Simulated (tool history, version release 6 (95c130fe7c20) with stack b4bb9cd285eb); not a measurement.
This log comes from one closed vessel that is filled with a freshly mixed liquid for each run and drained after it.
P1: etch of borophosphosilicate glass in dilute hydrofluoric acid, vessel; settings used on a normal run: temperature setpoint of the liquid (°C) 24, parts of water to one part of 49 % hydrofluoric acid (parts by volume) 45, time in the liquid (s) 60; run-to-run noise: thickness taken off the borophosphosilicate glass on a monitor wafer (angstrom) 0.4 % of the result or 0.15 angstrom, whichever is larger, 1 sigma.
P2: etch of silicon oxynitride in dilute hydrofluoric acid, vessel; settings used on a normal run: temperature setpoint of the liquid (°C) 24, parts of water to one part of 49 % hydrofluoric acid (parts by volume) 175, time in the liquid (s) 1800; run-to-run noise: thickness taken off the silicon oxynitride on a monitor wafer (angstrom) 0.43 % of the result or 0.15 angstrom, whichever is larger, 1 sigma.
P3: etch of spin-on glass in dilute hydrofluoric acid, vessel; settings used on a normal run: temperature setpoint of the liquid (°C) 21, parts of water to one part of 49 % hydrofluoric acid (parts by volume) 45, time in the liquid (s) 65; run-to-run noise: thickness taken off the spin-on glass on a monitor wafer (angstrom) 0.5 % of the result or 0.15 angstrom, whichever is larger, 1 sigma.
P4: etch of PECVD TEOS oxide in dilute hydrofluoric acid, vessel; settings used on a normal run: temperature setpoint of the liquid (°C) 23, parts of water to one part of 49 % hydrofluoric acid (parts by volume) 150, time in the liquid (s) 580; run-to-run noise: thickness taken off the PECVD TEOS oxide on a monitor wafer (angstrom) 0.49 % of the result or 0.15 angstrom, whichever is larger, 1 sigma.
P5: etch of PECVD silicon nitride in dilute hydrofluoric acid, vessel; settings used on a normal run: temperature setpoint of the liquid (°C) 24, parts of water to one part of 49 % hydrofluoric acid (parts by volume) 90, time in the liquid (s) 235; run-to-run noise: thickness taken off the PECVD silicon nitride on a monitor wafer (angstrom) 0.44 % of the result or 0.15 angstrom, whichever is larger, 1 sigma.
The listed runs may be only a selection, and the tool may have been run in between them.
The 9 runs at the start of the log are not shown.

run	day	process that ran	temperature setpoint of the liquid (°C)	parts of water to one part of 49 % hydrofluoric acid (parts by volume)	time in the liquid (s)	hours since the thermometer was replaced	hours since the hydrofluoric acid flow meter was replaced	thickness taken off the borophosphosilicate glass on a monitor wafer (angstrom)	thickness taken off the spin-on glass on a monitor wafer (angstrom)	thickness taken off the PECVD TEOS oxide on a monitor wafer (angstrom)	thickness taken off the silicon oxynitride on a monitor wafer (angstrom)	thickness taken off the PECVD silicon nitride on a monitor wafer (angstrom)
10	4.05	P3	21	45	120	1322.8	875.5		660.36			
11	4.5	P5	24	90	30	1333.6	886.3					5.9495
12	5.004	P1	29.5	70	60	1345.7	898.4	613.67				
13	5.604	P1	24	20	60	1360.1	912.8	1853.5				
14	5.912	P1	24	45	60	1367.5	920.2	796.01				
15	6.529	P3	29	45	65	1382.3	935		494.28			
16	7.038	P4	23	150	1000	1394.5	947.2			721.06		
17	7.488	P1	20	45	60	1405.3	958	667.61				
18	7.95	P4	23	150	580	1416.4	969.1			418.94		
19	8.546	P2	24	265	1800	1430.7	983.4				86.814	
20	8.846	P1	24	45	105	1437.9	990.6	1386.6				
21	9.258	P5	24	90	235	1447.8	1000.5					47.297
22	9.854	P1	29.5	45	60	1462.1	1014.8	993.04				
23	10.179	P4	23	220	580	1469.9	1022.6			263.94		
24	10.646	P1	24	45	60	1481.1	1033.8	790.11				
25	11.017	P1	24	75	60	1490	1042.7	453.43				
26	11.292	P1	24	45	60	1496.6	1049.3	789.86				

Run 27 is up next; what results do you expect?
27	11.683	P1	24	45	30	1506	1058.7	?				

Run 27 yielded thickness taken off the borophosphosilicate glass on a monitor wafer (angstrom) 395.63.
